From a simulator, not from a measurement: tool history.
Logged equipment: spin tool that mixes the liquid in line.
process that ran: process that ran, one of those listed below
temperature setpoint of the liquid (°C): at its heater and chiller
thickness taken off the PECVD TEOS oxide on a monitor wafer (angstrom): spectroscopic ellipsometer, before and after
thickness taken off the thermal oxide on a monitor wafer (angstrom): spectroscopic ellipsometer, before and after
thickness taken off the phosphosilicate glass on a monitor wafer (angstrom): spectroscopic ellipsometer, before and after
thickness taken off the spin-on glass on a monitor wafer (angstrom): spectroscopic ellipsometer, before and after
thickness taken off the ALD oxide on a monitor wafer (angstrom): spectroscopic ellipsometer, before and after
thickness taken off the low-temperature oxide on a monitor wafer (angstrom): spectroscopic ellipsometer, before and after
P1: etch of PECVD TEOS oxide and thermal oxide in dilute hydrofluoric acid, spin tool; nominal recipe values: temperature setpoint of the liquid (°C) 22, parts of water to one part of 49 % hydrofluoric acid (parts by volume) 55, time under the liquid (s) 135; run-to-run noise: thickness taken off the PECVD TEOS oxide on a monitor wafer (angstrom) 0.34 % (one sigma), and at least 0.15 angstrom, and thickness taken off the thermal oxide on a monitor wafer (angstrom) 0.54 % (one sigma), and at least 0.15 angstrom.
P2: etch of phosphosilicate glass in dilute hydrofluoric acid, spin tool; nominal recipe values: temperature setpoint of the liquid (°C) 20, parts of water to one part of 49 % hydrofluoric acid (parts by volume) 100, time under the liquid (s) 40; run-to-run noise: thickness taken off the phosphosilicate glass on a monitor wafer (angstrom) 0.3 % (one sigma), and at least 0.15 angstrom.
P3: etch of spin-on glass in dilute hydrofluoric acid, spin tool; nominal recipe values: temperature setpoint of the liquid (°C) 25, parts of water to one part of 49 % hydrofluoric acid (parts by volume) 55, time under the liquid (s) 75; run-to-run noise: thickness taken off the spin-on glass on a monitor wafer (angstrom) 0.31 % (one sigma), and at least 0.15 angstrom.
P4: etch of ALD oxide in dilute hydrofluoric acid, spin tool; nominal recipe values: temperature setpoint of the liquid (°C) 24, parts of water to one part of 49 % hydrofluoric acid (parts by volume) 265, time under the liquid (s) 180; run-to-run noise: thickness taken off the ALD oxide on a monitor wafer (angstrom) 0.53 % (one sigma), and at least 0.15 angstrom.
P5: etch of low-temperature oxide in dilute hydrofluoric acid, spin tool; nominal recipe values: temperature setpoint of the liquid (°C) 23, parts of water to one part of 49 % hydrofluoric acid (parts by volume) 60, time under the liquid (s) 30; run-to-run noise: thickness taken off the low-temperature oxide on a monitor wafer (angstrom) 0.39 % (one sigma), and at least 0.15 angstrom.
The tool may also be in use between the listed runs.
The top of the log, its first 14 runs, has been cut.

run,hour,process that ran,temperature setpoint of the liquid (°C),parts of water to one part of 49 % hydrofluoric acid (parts by volume),time under the liquid (s),thickness taken off the PECVD TEOS oxide on a monitor wafer (angstrom),thickness taken off the thermal oxide on a monitor wafer (angstrom),thickness taken off the phosphosilicate glass on a monitor wafer (angstrom),thickness taken off the spin-on glass on a monitor wafer (angstrom),thickness taken off the ALD oxide on a monitor wafer (angstrom),thickness taken off the low-temperature oxide on a monitor wafer (angstrom)
# hour 85.5: thermometer replaced
15,89,P2,20,100,40,,,330.72,,,
16,94,P1,27,55,135,674.1,150.73,,,,
17,99.3,P1,22,55,135,546.47,122.1,,,,
18,104.1,P5,23,60,30,,,,,,134.34
19,109.6,P5,23,60,15,,,,,,67.196
20,117.3,P1,22,55,225,918.47,205.24,,,,
21,123.2,P1,22,20,135,1572.5,355.53,,,,
22,127.3,P2,17,100,40,,,292.13,,,
23,131.5,P3,20,55,75,,,,457.19,,
24,137,P1,22,55,135,549.41,122.95,,,,
25,141.9,P4,17,265,180,,,,,54.657,
26,146.7,P2,20,20,40,,,1808.3,,,
27,152,P4,24,265,180,,,,,70.385,
28,156.3,P4,24,265,320,,,,,124.57,
29,161.9,P1,17,55,135,443.65,98.702,,,,

Predict the results of run 30:
30,168.9,P5,23,85,30,,,,,,?

thickness taken off the low-temperature oxide on a monitor wafer (angstrom): 92.072
